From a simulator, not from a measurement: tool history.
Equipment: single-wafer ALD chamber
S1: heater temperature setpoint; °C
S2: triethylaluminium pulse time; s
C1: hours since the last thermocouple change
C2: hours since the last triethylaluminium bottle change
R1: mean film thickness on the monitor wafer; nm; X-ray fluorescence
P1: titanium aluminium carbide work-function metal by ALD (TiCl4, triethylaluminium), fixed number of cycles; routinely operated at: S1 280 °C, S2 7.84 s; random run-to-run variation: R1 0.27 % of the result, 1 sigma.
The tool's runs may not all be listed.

| run | hour | S1 | S2 | C1 | C2 | R1 |
|---|---|---|---|---|---|---|
| 1 | 4.1 | 280 | 7.84 | 160.0 | 307.8 | 1.7592 |
| 2 | 8.8 | 280 | 7.84 | 164.7 | 312.5 | 1.7625 |
| 3 | 13.2 | 269 | 7.84 | 169.1 | 316.9 | 1.6677 |
| 4 | 15.5 | 280 | 7.84 | 171.4 | 319.2 | 1.7566 |
| 5 | 18.6 | 280 | 12.92 | 174.5 | 322.3 | 1.8670 |
| 6 | 22.1 | 258 | 12.78 | 178.0 | 325.8 | 1.6741 |
| 7 | 25.7 | 301 | 7.84 | 181.6 | 329.4 | 1.9439 |
| 8 | 29.9 | 280 | 7.84 | 185.8 | 333.6 | 1.7592 |
| 9 | 32.5 | 293 | 5.53 | 188.4 | 336.2 | 1.7112 |
| 10 | 36.4 | 280 | 3.24 | 192.3 | 340.1 | 1.2761 |
| 11 | 40.1 | 270 | 3.19 | 196.0 | 343.8 | 1.1956 |
| 12 | 45.0 | 280 | 7.84 | 200.9 | 348.7 | 1.7688 |
| 13 | 47.7 | 280 | 7.84 | 203.6 | 351.4 | 1.7571 |
| 14 | 51.3 | 280 | 7.84 | 207.2 | 355.0 | 1.7474 |

Predict the results of run 15:
| 15 | 55.8 | 280 | 7.84 | 211.7 | 359.5 | ? |

{"run 15": {"R1": 1.731}}

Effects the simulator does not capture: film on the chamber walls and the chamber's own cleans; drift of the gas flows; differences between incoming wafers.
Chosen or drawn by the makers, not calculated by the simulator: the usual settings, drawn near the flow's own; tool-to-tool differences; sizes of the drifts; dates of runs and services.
